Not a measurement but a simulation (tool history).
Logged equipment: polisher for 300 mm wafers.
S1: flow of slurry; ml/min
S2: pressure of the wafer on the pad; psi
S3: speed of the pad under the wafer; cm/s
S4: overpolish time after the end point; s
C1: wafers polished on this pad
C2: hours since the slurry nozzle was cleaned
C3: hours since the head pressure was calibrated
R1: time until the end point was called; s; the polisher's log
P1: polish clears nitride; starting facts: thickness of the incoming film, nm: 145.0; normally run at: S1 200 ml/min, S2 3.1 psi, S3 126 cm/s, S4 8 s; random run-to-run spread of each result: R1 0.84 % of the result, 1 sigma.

run 1 hour=12.4 | S1=200 S2=3.1 S3=126 S4=8 | C1=614 C2=158 C3=355.3 | R1=143.28
run 2 hour=20.9 | S1=200 S2=3.1 S3=192 S4=8 | C1=693 C2=166.5 C3=363.8 | R1=92.978
run 3 hour=36.9 | S1=200 S2=3.1 S3=126 S4=8 | C1=842 C2=182.5 C3=379.8 | R1=139.91
run 4 hour=44.4 | S1=200 S2=2.3 S3=126 S4=8 | C1=912 C2=190 C3=387.3 | R1=187.94
run 5 hour=58.4 | S1=200 S2=4.9 S3=126 S4=8 | C1=1042 C2=204 C3=401.3 | R1=89.287
run 6 hour=67.3 | S1=200 S2=3.1 S3=126 S4=14 | C1=1125 C2=212.9 C3=410.2 | R1=142.67
run 7 hour=81.5 | S1=200 S2=3.1 S3=126 S4=8 | C1=1257 C2=227.1 C3=424.4 | R1=142.14
run 8 hour=92.8 | S1=200 S2=3.1 S3=126 S4=8 | C1=1362 C2=238.4 C3=435.7 | R1=143.04
run 9 hour=106.6 | S1=200 S2=3.1 S3=126 S4=2 | C1=1490 C2=252.2 C3=449.5 | R1=139.01
run 10 hour=115 | S1=200 S2=3.1 S3=126 S4=8 | C1=1568 C2=260.6 C3=457.9 | R1=141.21
run 11 hour=124.8 | S1=270 S2=3.1 S3=126 S4=4 | C1=1659 C2=270.4 C3=467.7 | R1=138.25
run 12 hour=134.1 | S1=120 S2=3.1 S3=126 S4=8 | C1=1746 C2=279.7 C3=477 | R1=151.72
run 13 hour=145.8 | S1=200 S2=3.1 S3=60 S4=8 | C1=1855 C2=291.4 C3=488.7 | R1=297.73
run 14 hour=157.2 | S1=265 S2=3.1 S3=126 S4=8 | C1=1961 C2=302.8 C3=500.1 | R1=136.98
run 15 hour=167.5 | S1=200 S2=2.3 S3=182 S4=8 | C1=2056 C2=313.1 C3=510.4 | R1=131.71
run 16 hour=174.9 | S1=200 S2=3.1 S3=126 S4=8 | C1=2125 C2=320.5 C3=517.8 | R1=142.19
run 17 hour=182.5 | S1=200 S2=3.1 S3=126 S4=8 | C1=2196 C2=328.1 C3=525.4 | R1=141.38
run 18 hour=191.3 | S1=200 S2=3.1 S3=126 S4=8 | C1=2278 C2=336.9 C3=534.2 | R1=142.12
run 19 hour=205 | S1=200 S2=3.1 S3=126 S4=8 | C1=2405 C2=350.6 C3=547.9 | R1=143.75
run 20 hour=219.8 | S1=200 S2=3.1 S3=126 S4=8 | C1=2543 C2=365.4 C3=562.7 | R1=146.16
run 21 hour=227 | S1=200 S2=3.1 S3=126 S4=8 | C1=2610 C2=372.6 C3=569.9 | R1=146.59

What does the tool deliver on the next run?
run 22 hour=239 | S1=200 S2=3.1 S3=126 S4=8 | C1=2721 C2=384.6 C3=581.9 | R1=?

R1: 147.86 s
